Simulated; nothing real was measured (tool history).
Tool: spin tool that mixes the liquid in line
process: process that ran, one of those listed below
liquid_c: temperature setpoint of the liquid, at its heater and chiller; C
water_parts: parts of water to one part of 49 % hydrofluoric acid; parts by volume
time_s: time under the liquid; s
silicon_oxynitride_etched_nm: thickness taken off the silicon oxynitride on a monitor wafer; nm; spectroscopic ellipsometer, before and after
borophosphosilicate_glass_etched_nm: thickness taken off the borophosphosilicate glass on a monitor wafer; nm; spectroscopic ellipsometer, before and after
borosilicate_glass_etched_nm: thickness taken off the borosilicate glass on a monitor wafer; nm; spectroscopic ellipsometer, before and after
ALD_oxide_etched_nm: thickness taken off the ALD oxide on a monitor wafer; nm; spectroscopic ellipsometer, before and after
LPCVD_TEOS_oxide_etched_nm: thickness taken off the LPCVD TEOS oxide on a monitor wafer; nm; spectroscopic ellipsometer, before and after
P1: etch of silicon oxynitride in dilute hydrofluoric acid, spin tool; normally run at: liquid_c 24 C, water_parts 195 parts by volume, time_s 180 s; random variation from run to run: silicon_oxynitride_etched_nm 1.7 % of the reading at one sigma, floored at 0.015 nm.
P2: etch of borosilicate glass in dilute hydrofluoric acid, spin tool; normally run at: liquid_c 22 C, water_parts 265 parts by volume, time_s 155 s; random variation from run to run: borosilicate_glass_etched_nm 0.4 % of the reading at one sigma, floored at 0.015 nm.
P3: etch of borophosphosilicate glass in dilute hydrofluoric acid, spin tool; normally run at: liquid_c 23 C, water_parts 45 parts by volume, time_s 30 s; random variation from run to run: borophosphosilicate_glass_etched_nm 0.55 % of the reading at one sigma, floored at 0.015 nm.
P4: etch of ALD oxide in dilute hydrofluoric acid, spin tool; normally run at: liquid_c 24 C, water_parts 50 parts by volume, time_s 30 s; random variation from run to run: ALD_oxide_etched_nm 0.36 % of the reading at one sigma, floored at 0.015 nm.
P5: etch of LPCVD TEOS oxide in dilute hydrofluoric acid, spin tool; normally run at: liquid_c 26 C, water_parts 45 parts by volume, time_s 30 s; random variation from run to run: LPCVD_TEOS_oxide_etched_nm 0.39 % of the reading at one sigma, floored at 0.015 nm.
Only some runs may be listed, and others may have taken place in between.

run   hour  process  liquid_c  water_parts  time_s  hours since the thermometer was replaced  hours since the hydrofluoric acid flow meter was replaced  silicon_oxynitride_etched_nm  borophosphosilicate_glass_etched_nm  borosilicate_glass_etched_nm  ALD_oxide_etched_nm  LPCVD_TEOS_oxide_etched_nm
  1   12.5       P1        24          195     180                                    1480.1                                                      400.2                         1.407
  2     19       P3        23           45      60                                    1486.6                                                      406.7                                                             75.114
  3   26.5       P3        17           45      30                                    1494.1                                                      414.2                                                             29.259
  4   38.8       P2        22          265     155                                    1506.4                                                      426.5                                                                                           12.406
  5   51.4       P3        23           45      30                                      1519                                                      439.1                                                             37.432
  6   57.6       P1        24          195     100                                    1525.2                                                      445.3                       0.77738
  7   65.6       P4        24           50      30                                    1533.2                                                      453.3                                                                                                                16.514
  8   78.5       P2        22          265     230                                    1546.1                                                      466.2                                                                                           18.355
  9   91.5       P1        24          195     180                                    1559.1                                                      479.2                        1.4231
 10  101.3       P1        24          195     180                                    1568.9                                                        489                        1.3813
 11  108.4       P4        24           50      15                                      1576                                                      496.1                                                                                                                8.2876
 12  115.7       P2        22          475     155                                    1583.3                                                      503.4                                                                                           5.7741
 13  126.9       P2        22          265     155                                    1594.5                                                      514.6                                                                                           12.404
 14  135.9       P4        24           50      30                                    1603.5                                                      523.6                                                                                                                16.569
 15  145.4       P1        24          195     330                                      1613                                                      533.1                        2.4854
 16  158.2       P5        26           65      30                                    1625.8                                                      545.9                                                                                                                                            8.4651
 17  166.5       P1        24          195     180                                    1634.1                                                      554.2                        1.3944
 18  177.6       P2        17          265     155                                    1645.2                                                      565.3                                                                                           10.246
 19  184.3       P1        24          340     180                                    1651.9                                                        572                        0.6961
 20  194.2       P5        26           45      30                                    1661.8                                                      581.9                                                                                                                                            12.659
 21  204.4       P1        24          195     180                                      1672                                                      592.1                        1.4079
 22  214.8       P3        23           20      30                                    1682.4                                                      602.5                                                               87.5
 23  227.1       P1        24           30     180                                    1694.7                                                      614.8                        9.9789
 24  237.3       P1        31          195     180                                    1704.9                                                        625                        1.8453
 25  247.8       P1      18.5          195     180                                    1715.4                                                      635.5                        1.0436
 26  255.9       P1        24           80     350                                    1723.5                                                      643.6                         7.415
 27  267.2       P4        24           70      30                                    1734.8                                                      654.9                                                                                                                11.573
 28  277.9       P1        24          195     180                                    1745.5                                                      665.6                        1.3939
 29  289.5       P4        31           50      30                                    1757.1                                                      677.2                                                                                                                21.992
 30  299.9       P5        20           45      30                                    1767.5                                                      687.6                                                                                                                                            9.7909
 31  307.3       P5        26           45      15                                    1774.9                                                        695                                                                                                                                            6.3061
 32  318.1       P1        24          195     180                                    1785.7                                                      705.8                        1.3654
 33  329.8       P1        24          195     180                                    1797.4                                                      717.5                        1.3431
 34  340.9       P1        24          195     180                                    1808.5                                                      728.6                        1.2608
 35  350.5       P1        24          195     180                                    1818.1                                                      738.2                        1.3018
 36  359.4       P1        24          195     180                                      1827                                                      747.1                        1.2101
 37  372.4       P1        24          195     180                                      1840                                                      760.1                        1.2524
 38  384.5       P1        24          195     180                                    1852.1                                                      772.2                        1.1958
 39  392.3       P1        24          195     180                                    1859.9                                                        780                        1.2585
 40  403.1       P1        24          195     180                                    1870.7                                                      790.8                        1.2467
 41    412       P1        24          195     180                                    1879.6                                                      799.7                        1.2335

What P1 gives has crept off from where it sat before. The 2 causes that follow fit the log equally well, each at the size noted:
A: hydrofluoric acid flow below the setpoint (%) = 8.35
B: liquid colder than its thermometer reads (K) = 2.23
At approximately hour 318.1, the process output began to creep.

Question marks stand in for the results of the 4 check runs listed below, each run on one wafer. Under which run would the listed causes show clearly different results?
check 1  420.9       P2        17          410     155                                                                                                                                                                                                     ?
check 2  420.9       P4      29.5           50      15                                                                                                                                                                                                                          ?
check 3  420.9       P3        23           25      45                                                                                                                                                                       ?
check 4  420.9       P5        23           45      30                                                                                                                                                                                                                                                      ?

What each check would give under each cause:
  check                               result    if A    if B
check 1         borosilicate_glass_etched_nm  5.2593  5.4424
check 2                  ALD_oxide_etched_nm   9.397  9.4493
check 3  borophosphosilicate_glass_etched_nm  95.158  94.692
check 4           LPCVD_TEOS_oxide_etched_nm  10.187  10.175
Separation of the two closest causes in each check, using whichever result separates them best: check 1 3.42 %; check 2 0.55 %; check 3 0.49 %; check 4 0.12 %
The other checks would show nearly matching results whichever cause is true, so check 1 is the only one that separates the causes.

Then check 1 was run and gave: borosilicate_glass_etched_nm 5.4682 nm. Which cause is it?

It was cause B: liquid colder than its thermometer reads (K).
